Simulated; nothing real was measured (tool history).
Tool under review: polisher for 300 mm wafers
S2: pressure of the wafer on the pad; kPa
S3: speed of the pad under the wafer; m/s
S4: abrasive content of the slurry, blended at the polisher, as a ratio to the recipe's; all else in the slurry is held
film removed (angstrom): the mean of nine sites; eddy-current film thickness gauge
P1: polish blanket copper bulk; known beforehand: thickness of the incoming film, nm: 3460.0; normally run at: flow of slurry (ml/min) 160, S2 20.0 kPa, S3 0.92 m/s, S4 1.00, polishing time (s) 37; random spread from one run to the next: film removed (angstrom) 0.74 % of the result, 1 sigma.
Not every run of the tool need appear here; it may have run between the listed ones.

{"run": 1, "hour": 9.0, "flow of slurry (ml/min)": 160, "S2": 20.0, "S3": 0.92, "S4": 1.0, "polishing time (s)": 37, "film removed (angstrom)": 3053.6}
{"run": 2, "hour": 18.5, "flow of slurry (ml/min)": 160, "S2": 20.0, "S3": 0.46, "S4": 1.0, "polishing time (s)": 37, "film removed (angstrom)": 1496.8}
{"run": 3, "hour": 28.0, "flow of slurry (ml/min)": 235, "S2": 20.0, "S3": 0.92, "S4": 0.7, "polishing time (s)": 37, "film removed (angstrom)": 2991.6}
{"run": 4, "hour": 41.5, "flow of slurry (ml/min)": 225, "S2": 12.4, "S3": 0.92, "S4": 1.0, "polishing time (s)": 37, "film removed (angstrom)": 1961.9}
{"run": 5, "hour": 49.3, "flow of slurry (ml/min)": 160, "S2": 20.0, "S3": 0.92, "S4": 1.0, "polishing time (s)": 37, "film removed (angstrom)": 3070.9}
{"run": 6, "hour": 58.6, "flow of slurry (ml/min)": 160, "S2": 20.0, "S3": 0.92, "S4": 1.0, "polishing time (s)": 37, "film removed (angstrom)": 3051.0}
{"run": 7, "hour": 70.0, "flow of slurry (ml/min)": 160, "S2": 20.0, "S3": 0.92, "S4": 1.0, "polishing time (s)": 37, "film removed (angstrom)": 3041.3}
{"run": 8, "hour": 82.5, "flow of slurry (ml/min)": 95, "S2": 20.0, "S3": 0.92, "S4": 1.0, "polishing time (s)": 37, "film removed (angstrom)": 2712.0}
{"run": 9, "hour": 89.9, "flow of slurry (ml/min)": 160, "S2": 20.0, "S3": 0.92, "S4": 1.0, "polishing time (s)": 24, "film removed (angstrom)": 2002.3}
{"hour": 92.3, "done": "slurry nozzle cleaned"}
{"run": 10, "hour": 103.6, "flow of slurry (ml/min)": 235, "S2": 20.0, "S3": 0.92, "S4": 1.0, "polishing time (s)": 37, "film removed (angstrom)": 3248.8}
{"run": 11, "hour": 110.1, "flow of slurry (ml/min)": 160, "S2": 20.0, "S3": 0.92, "S4": 1.0, "polishing time (s)": 52, "film removed (angstrom)": 4266.4}
{"run": 12, "hour": 118.6, "flow of slurry (ml/min)": 160, "S2": 20.0, "S3": 0.92, "S4": 1.0, "polishing time (s)": 37, "film removed (angstrom)": 3057.4}
{"run": 13, "hour": 128.2, "flow of slurry (ml/min)": 160, "S2": 20.0, "S3": 1.4, "S4": 1.0, "polishing time (s)": 37, "film removed (angstrom)": 4647.7}
{"run": 14, "hour": 136.8, "flow of slurry (ml/min)": 160, "S2": 20.0, "S3": 0.92, "S4": 1.45, "polishing time (s)": 37, "film removed (angstrom)": 3283.6}
{"run": 15, "hour": 150.3, "flow of slurry (ml/min)": 160, "S2": 26.2, "S3": 0.92, "S4": 1.4, "polishing time (s)": 37, "film removed (angstrom)": 4267.7}
{"run": 16, "hour": 160.6, "flow of slurry (ml/min)": 160, "S2": 20.0, "S3": 0.92, "S4": 0.5, "polishing time (s)": 37, "film removed (angstrom)": 2675.2}
{"run": 17, "hour": 173.9, "flow of slurry (ml/min)": 160, "S2": 14.5, "S3": 0.92, "S4": 1.0, "polishing time (s)": 37, "film removed (angstrom)": 2177.0}
{"run": 18, "hour": 181.6, "flow of slurry (ml/min)": 160, "S2": 28.3, "S3": 0.92, "S4": 1.0, "polishing time (s)": 37, "film removed (angstrom)": 4303.3}
{"run": 19, "hour": 193.8, "flow of slurry (ml/min)": 160, "S2": 20.0, "S3": 0.92, "S4": 1.0, "polishing time (s)": 37, "film removed (angstrom)": 3074.4}
{"run": 20, "hour": 205.1, "flow of slurry (ml/min)": 160, "S2": 20.0, "S3": 0.92, "S4": 1.0, "polishing time (s)": 37, "film removed (angstrom)": 2955.5}
{"run": 21, "hour": 219.0, "flow of slurry (ml/min)": 160, "S2": 20.0, "S3": 0.92, "S4": 1.0, "polishing time (s)": 37, "film removed (angstrom)": 2872.9}
{"hour": 227.2, "done": "head pressure recalibrated"}
{"run": 22, "hour": 228.3, "flow of slurry (ml/min)": 160, "S2": 20.0, "S3": 0.92, "S4": 1.0, "polishing time (s)": 37, "film removed (angstrom)": 2863.8}
{"run": 23, "hour": 240.5, "flow of slurry (ml/min)": 160, "S2": 20.0, "S3": 0.92, "S4": 1.0, "polishing time (s)": 37, "film removed (angstrom)": 2869.9}
{"hour": 246.0, "done": "worn pad replaced by a new one"}
{"run": 24, "hour": 246.8, "flow of slurry (ml/min)": 160, "S2": 20.0, "S3": 0.92, "S4": 1.0, "polishing time (s)": 37, "film removed (angstrom)": 2849.2}
{"run": 25, "hour": 259.8, "flow of slurry (ml/min)": 160, "S2": 20.0, "S3": 0.92, "S4": 1.0, "polishing time (s)": 37, "film removed (angstrom)": 2846.6}
{"run": 26, "hour": 266.0, "flow of slurry (ml/min)": 160, "S2": 20.0, "S3": 0.92, "S4": 1.0, "polishing time (s)": 37, "film removed (angstrom)": 2814.3}
{"run": 27, "hour": 272.1, "flow of slurry (ml/min)": 160, "S2": 20.0, "S3": 0.92, "S4": 1.0, "polishing time (s)": 37, "film removed (angstrom)": 2828.8}
{"run": 28, "hour": 279.9, "flow of slurry (ml/min)": 160, "S2": 20.0, "S3": 0.92, "S4": 1.0, "polishing time (s)": 37, "film removed (angstrom)": 2815.8}

What P1 gives has crept off from where it sat before. The 2 causes that follow fit the log equally well, each at the size noted:
A: abrasive missing from the slurry, % = 30.5
B: slurry flow missing at the pad, % = 32.1
Creep in the process output first set in at about hour 193.8.
Ruled out, with reasons:
removal rate lost through wear of the pad, %: work on it at hour 246.0, done after the drift set in, did not restore what the process gave before
head's pressure below its setpoint, %: work on it at hour 227.2, done after the drift set in, did not restore what the process gave before

The list below offers 4 check runs, each averaging the results of 2 wafers, and shows each result as a question mark. For which of them would the listed causes give clearly different results?
{"run": "check 1", "hour": 287.7, "flow of slurry (ml/min)": 95, "S2": 20.0, "S3": 0.92, "S4": 0.6, "polishing time (s)": 37, "film removed (angstrom)": "?"}
{"run": "check 2", "hour": 287.7, "flow of slurry (ml/min)": 160, "S2": 20.0, "S3": 1.38, "S4": 1.0, "polishing time (s)": 37, "film removed (angstrom)": "?"}
{"run": "check 3", "hour": 287.7, "flow of slurry (ml/min)": 160, "S2": 20.0, "S3": 0.92, "S4": 1.45, "polishing time (s)": 37, "film removed (angstrom)": "?"}
{"run": "check 4", "hour": 287.7, "flow of slurry (ml/min)": 160, "S2": 26.2, "S3": 0.92, "S4": 1.0, "polishing time (s)": 47, "film removed (angstrom)": "?"}

What each check would give under each cause:
check=check_1 result=film_removed_(angstrom) if_A=2285.0 if_B=2175.6
check=check_2 result=film_removed_(angstrom) if_A=4230.5 if_B=4231.1
check=check_3 result=film_removed_(angstrom) if_A=3048.8 if_B=3059.8
check=check_4 result=film_removed_(angstrom) if_A=4694.4 if_B=4695.1
Per-check spread between the two closest causes, in the result where they differ most: check 1 4.91 %; check 2 0.02 %; check 3 0.36 %; check 4 0.02 %
Only in check 1 would the causes give clearly different results; in the remaining checks their results would be nearly the same.

Here is what check 1 returned: film removed (angstrom) 2273.5. Which cause is it?

The correct cause is A, namely: abrasive missing from the slurry, %.

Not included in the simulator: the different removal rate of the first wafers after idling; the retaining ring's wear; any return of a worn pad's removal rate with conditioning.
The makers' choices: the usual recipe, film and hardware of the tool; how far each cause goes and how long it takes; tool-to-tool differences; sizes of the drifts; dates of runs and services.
